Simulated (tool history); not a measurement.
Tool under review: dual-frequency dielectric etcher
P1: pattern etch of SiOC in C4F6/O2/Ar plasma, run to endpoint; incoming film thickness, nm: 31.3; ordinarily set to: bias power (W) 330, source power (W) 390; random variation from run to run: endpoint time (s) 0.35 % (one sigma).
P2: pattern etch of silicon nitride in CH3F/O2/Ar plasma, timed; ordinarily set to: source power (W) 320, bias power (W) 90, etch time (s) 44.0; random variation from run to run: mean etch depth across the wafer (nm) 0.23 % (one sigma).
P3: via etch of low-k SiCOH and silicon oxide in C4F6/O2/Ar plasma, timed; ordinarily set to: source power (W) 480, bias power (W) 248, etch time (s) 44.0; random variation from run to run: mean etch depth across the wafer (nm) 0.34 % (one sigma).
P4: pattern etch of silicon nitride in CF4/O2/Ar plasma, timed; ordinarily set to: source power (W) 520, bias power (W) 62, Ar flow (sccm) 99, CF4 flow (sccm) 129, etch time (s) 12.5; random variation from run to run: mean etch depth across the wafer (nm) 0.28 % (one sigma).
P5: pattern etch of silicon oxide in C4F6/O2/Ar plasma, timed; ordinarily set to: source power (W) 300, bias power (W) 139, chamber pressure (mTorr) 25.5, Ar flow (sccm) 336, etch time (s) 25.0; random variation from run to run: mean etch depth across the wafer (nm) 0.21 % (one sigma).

run,hour,process that ran,bias power (W),source power (W),etch time (s),Ar flow (sccm),CF4 flow (sccm),chamber pressure (mTorr),hours since the last wet clean,hours since the last bias power generator calibration,hours since the last source power generator calibration,endpoint time (s),mean etch depth across the wafer (nm)
1,12.7,P1,330,390,,,,,278.9,559.5,1233.8,12.309,
2,24.8,P3,248,480,24.5,,,,291.0,571.6,1245.9,,78.253
3,38.4,P4,62,520,12.5,77,129,,304.6,585.2,1259.5,,28.899
4,47.4,P2,90,320,44.0,,,,313.6,594.2,1268.5,,30.908
5,64.6,P1,330,390,,,,,330.8,611.4,1285.7,12.244,
6,72.8,P1,239,390,,,,,339.0,619.6,1293.9,13.760,
7,88.7,P5,139,300,18.5,336,,25.5,354.9,635.5,1309.8,,49.641
8,105.1,P1,330,390,,,,,371.3,651.9,1326.2,12.275,
9,121.4,P2,90,320,44.0,,,,387.6,668.2,1342.5,,30.988
10,135.8,P1,330,270,,,,,402.0,682.6,1356.9,14.180,
11,145.2,P1,429,390,,,,,411.4,692.0,1366.3,11.162,
12,157.8,P5,139,300,25.0,336,,32.0,424.0,704.6,1378.9,,65.466
13,175.2,P1,330,390,,,,,441.4,722.0,1396.3,12.309,
14,184.2,P3,248,480,44.0,,,,450.4,731.0,1405.3,,141.710
15,194.7,P5,192,300,25.0,336,,25.5,460.9,741.5,1415.8,,74.707
16,203.7,P4,47,520,12.5,99,129,,469.9,750.5,1424.8,,25.553
17,215.3,P5,139,380,25.0,336,,25.5,481.5,762.1,1436.4,,73.885
18,228.2,P4,62,720,12.5,99,129,,494.4,775.0,1449.3,,37.382
19,242.5,P3,248,480,44.0,,,,508.7,789.3,1463.6,,141.490
20,256.2,P2,54,320,44.0,,,,522.4,803.0,1477.3,,25.926
21,265.2,P3,299,480,44.0,,,,531.4,812.0,1486.3,,150.680
22,277.0,P1,261,490,,,,,543.2,823.8,1498.1,12.234,
23,285.0,P2,90,320,34.5,,,,551.2,831.8,1506.1,,24.232
24,302.4,P4,62,520,12.5,99,162,,568.6,849.2,1523.5,,28.732
25,313.7,P5,139,300,25.0,246,,25.5,579.9,860.5,1534.8,,69.558
26,324.4,P1,330,390,,,,,590.6,871.2,1545.5,12.344,
27,333.9,P1,330,390,,,,,600.1,880.7,1555.0,12.312,
28,343.6,P1,405,540,,,,,609.8,890.4,1564.7,10.162,
29,358.8,P3,248,380,44.0,,,,625.0,905.6,1579.9,,128.790
30,374.9,P1,330,390,,,,,641.1,921.7,1596.0,12.344,
31,383.0,P4,62,520,17.0,99,129,,649.2,929.8,1604.1,,38.435
32,393.5,P5,139,300,25.0,336,,25.5,659.7,940.3,1614.6,,66.932
33,409.6,P4,62,520,12.5,99,129,,675.8,956.4,1630.7,,28.201
34,417.4,P2,90,200,44.0,,,,683.6,964.2,1638.5,,25.930
35,426.3,P1,330,530,,,,,692.5,973.1,1647.4,10.921,
36,437.8,P1,330,390,,,,,704.0,984.6,1658.9,12.343,
37,449.8,P1,330,390,,,,,716.0,996.6,1670.9,12.407,
38,464.3,P1,330,390,,,,,730.5,1011.1,1685.4,12.480,
39,476.5,P1,330,390,,,,,742.7,1023.3,1697.6,12.506,
# hour 485.6: wet clean of the chamber
40,488.5,P1,330,390,,,,,2.9,1035.3,1709.6,12.539,
41,498.1,P1,330,390,,,,,12.5,1044.9,1719.2,12.532,
42,515.4,P1,330,390,,,,,29.8,1062.2,1736.5,12.504,
43,524.6,P1,330,390,,,,,39.0,1071.4,1745.7,12.481,
44,536.7,P1,330,390,,,,,51.1,1083.5,1757.8,12.519,
45,553.0,P1,330,390,,,,,67.4,1099.8,1774.1,12.471,

Something has made what P1 gives creep away from where it was; the 2 causes below, each at its own stated size, fit the log equally well:
A: bias power that arrives under what is set, % = 4.9
B: source power that arrives under what is set, % = 4.55
The drift started at roughly hour 437.8.
Ruled out, with reasons:
chamber walls in a state that lowers the etch rate, %: serviced at hour 485.6, after the drift had started, without restoring the earlier output

Below are 4 check runs, each on a single wafer, with their results shown as question marks. Which of them would tell the listed causes apart, meaning the causes would give clearly different results under it?
check 1,569.3,P5,139,300,25.0,336,,25.5,,,,,?
check 2,569.3,P3,248,480,44.0,,,,,,,,?
check 3,569.3,P2,90,320,44.0,,,,,,,,?
check 4,569.3,P4,62,520,12.5,99,129,,,,,,?

What every check run would give for each of its results, assuming each possible cause in turn:
check,result,if A,if B
check 1,mean etch depth across the wafer (nm),66.265,66.061
check 2,mean etch depth across the wafer (nm),138.730,138.560
check 3,mean etch depth across the wafer (nm),30.328,30.356
check 4,mean etch depth across the wafer (nm),27.663,27.071
Separation of the two closest causes in each check, using whichever result separates them best: check 1 0.31 %; check 2 0.12 %; check 3 0.09 %; check 4 2.16 %
Only check 4 tells the causes apart: in the others they would give nearly the same result.

After running check 4, the following was obtained: mean etch depth across the wafer (nm) 26.964. Which cause does this point to?

The correct cause is B, namely: source power that arrives under what is set, %.
